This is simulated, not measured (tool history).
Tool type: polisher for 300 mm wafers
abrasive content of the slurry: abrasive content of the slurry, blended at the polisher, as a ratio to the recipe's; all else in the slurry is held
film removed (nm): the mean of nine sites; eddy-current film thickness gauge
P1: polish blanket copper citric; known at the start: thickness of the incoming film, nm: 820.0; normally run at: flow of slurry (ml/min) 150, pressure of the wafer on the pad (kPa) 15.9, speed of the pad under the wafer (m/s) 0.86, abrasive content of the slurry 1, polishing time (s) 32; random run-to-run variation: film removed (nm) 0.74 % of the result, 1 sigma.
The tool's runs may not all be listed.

run,day,flow of slurry (ml/min),pressure of the wafer on the pad (kPa),speed of the pad under the wafer (m/s),abrasive content of the slurry,polishing time (s),wafers polished on this pad,hours since the slurry nozzle was cleaned,hours since the head pressure was calibrated,hours since the slurry blender was calibrated,film removed (nm)
1,0.5,150,15.9,0.86,1,32,512,94.5,541.3,165.8,43.989
2,1.012,230,15.9,0.86,1.3,32,606,106.8,553.6,178.1,50.154
3,1.604,150,15.9,0.86,1,32,714,121,567.8,192.3,44.37
4,2.196,215,15.9,0.86,1,32,822,135.2,582,206.5,46.976
5,2.654,150,15.9,0.86,1,32,906,146.2,593,217.5,44.631
6,3.279,150,15.9,0.86,1,32,1020,161.2,608,232.5,44.841
7,3.892,150,15.9,0.86,0.65,32,1132,175.9,622.7,247.2,40.541
8,4.383,150,15.9,1.26,1,47,1222,187.7,634.5,259,94.266
9,4.8,150,20,0.86,1,32,1298,197.7,644.5,269,55.893
10,5.292,150,15.9,0.86,1,20,1388,209.5,656.3,280.8,28.145
11,5.75,150,15.9,0.86,1,32,1472,220.5,667.3,291.8,43.605
12,6.188,150,15.9,1.14,1,32,1552,231,677.8,302.3,58.396
13,6.712,190,12.4,0.86,1,32,1648,243.6,690.4,314.9,36.53
14,7.042,150,15.9,0.86,1.4,32,1708,251.5,698.3,322.8,48.231
# day 7.125: head pressure recalibrated
15,7.417,90,15.9,0.86,1,32,1776,260.5,7.1,331.8,40.307
16,7.896,150,15.9,0.48,1,32,1864,272,18.6,343.3,25.677
17,8.392,150,7.6,0.86,1,32,1955,283.9,30.5,355.2,22.249
18,8.767,150,15.9,0.86,1,43,2023,292.9,39.5,364.2,59.657
19,9.354,150,15.9,0.86,1,32,2131,307,53.6,378.3,44.434
20,9.817,150,15.9,0.86,1,32,2215,318.1,64.7,389.4,42.544
21,10.442,150,15.9,0.86,1,32,2330,333.1,79.7,404.4,41.393
22,10.954,150,15.9,0.86,1,32,2423,345.4,92,416.7,40.627
# day 10.983: head pressure recalibrated
# day 11.067: slurry blender recalibrated
23,11.25,150,15.9,0.86,1,32,2477,352.5,6.4,4.5,40.792
24,11.712,150,15.9,0.86,1,32,2562,363.6,17.5,15.6,40.396

What does the tool deliver on the next run?
25,12.254,150,15.9,0.86,1,32,2661,376.6,30.5,28.6,?

Run 25 yielded film removed (nm) 39.432.
